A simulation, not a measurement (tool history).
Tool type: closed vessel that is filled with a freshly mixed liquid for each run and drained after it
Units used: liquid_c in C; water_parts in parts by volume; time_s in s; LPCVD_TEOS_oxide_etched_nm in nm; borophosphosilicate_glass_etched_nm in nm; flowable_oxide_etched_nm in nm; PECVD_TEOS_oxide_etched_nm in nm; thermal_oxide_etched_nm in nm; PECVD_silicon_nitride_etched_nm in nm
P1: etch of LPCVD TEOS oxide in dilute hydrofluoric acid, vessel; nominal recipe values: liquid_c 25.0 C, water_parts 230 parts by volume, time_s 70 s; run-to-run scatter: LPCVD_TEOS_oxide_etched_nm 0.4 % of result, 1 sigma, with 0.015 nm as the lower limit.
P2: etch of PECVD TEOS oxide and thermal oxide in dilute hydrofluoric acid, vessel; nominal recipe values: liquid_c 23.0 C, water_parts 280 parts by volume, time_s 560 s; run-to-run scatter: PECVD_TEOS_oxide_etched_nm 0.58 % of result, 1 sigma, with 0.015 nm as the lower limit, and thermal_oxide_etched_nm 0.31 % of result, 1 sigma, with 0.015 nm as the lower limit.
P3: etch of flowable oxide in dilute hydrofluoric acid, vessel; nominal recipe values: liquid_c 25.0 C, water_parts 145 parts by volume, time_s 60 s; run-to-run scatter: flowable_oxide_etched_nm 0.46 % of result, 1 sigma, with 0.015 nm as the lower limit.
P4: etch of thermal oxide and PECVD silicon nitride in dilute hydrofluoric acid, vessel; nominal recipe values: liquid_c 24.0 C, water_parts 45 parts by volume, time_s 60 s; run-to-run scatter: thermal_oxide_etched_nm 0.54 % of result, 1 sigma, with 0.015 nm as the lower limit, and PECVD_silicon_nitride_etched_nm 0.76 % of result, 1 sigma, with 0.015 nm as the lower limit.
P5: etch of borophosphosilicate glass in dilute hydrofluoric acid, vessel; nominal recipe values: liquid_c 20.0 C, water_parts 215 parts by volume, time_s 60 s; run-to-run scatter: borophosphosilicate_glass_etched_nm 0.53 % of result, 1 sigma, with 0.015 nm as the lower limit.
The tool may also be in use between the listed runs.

run	day	process	liquid_c	water_parts	time_s	hours since the thermometer was replaced	hours since the hydrofluoric acid flow meter was replaced	LPCVD_TEOS_oxide_etched_nm	borophosphosilicate_glass_etched_nm	flowable_oxide_etched_nm	PECVD_TEOS_oxide_etched_nm	thermal_oxide_etched_nm	PECVD_silicon_nitride_etched_nm
1	0.392	P1	25.0	230	70	501.3	1356.4	7.8210					
2	1.025	P5	26.5	215	60	516.5	1371.6		16.7560				
3	1.675	P1	25.0	230	70	532.1	1387.2	7.8126					
4	2.175	P3	25.0	220	60	544.1	1399.2			10.199			
5	2.862	P3	28.5	145	60	560.6	1415.7			19.091			
6	3.358	P5	20.0	215	60	572.5	1427.6		13.1260				
7	3.975	P1	29.0	230	70	587.3	1442.4	8.9595					
8	4.642	P2	23.0	460	560	603.3	1458.4				16.948	4.1100	
9	5.071	P1	25.0	70	35	613.6	1468.7	15.5190					
10	5.617	P3	25.0	145	95	626.7	1481.8			26.481			
11	6.200	P5	20.0	215	30	640.7	1495.8		6.6795				
12	6.771	P2	23.0	280	560	654.4	1509.5				32.526	7.8370	
13	7.225	P4	24.0	20	60	665.3	1520.4					15.8760	7.3538
14	7.717	P3	25.0	145	60	677.1	1532.2			16.633			
15	8.479	P1	25.0	230	70	695.4	1550.5	7.8171					
16	8.996	P1	25.0	230	30	707.8	1562.9	3.3447					
17	9.546	P1	25.0	230	70	721.0	1576.1	7.7704					
18	10.304	P1	25.0	230	70	739.2	1594.3	7.7558					
19	10.871	P5	20.0	80	60	752.8	1607.9		41.0560				
20	11.312	P1	25.0	230	70	763.4	1618.5	7.7594					
21	11.967	P2	18.5	280	560	779.1	1634.2				27.796	6.6651	
22	12.504	P5	20.0	215	60	792.0	1647.1		13.3490				
23	12.867	P2	23.0	280	1035	800.7	1655.8				61.018	14.5340	
24	13.483	P1	25.0	90	70	815.5	1670.6	23.3390					
25	14.171	P4	24.0	45	60	832.0	1687.1					6.7886	3.4135
26	14.871	P1	25.0	230	70	848.8	1703.9	7.7867					
27	15.412	P4	24.0	45	30	861.8	1716.9					3.3581	1.6716
28	15.946	P4	30.0	45	60	874.6	1729.7					8.7182	5.1204
29	16.450	P1	25.0	375	70	886.7	1741.8	4.1470					

What will run 30 give?
30	17.225	P1	20.5	230	70	905.3	1760.4	?					

LPCVD_TEOS_oxide_etched_nm: 6.6218 nm

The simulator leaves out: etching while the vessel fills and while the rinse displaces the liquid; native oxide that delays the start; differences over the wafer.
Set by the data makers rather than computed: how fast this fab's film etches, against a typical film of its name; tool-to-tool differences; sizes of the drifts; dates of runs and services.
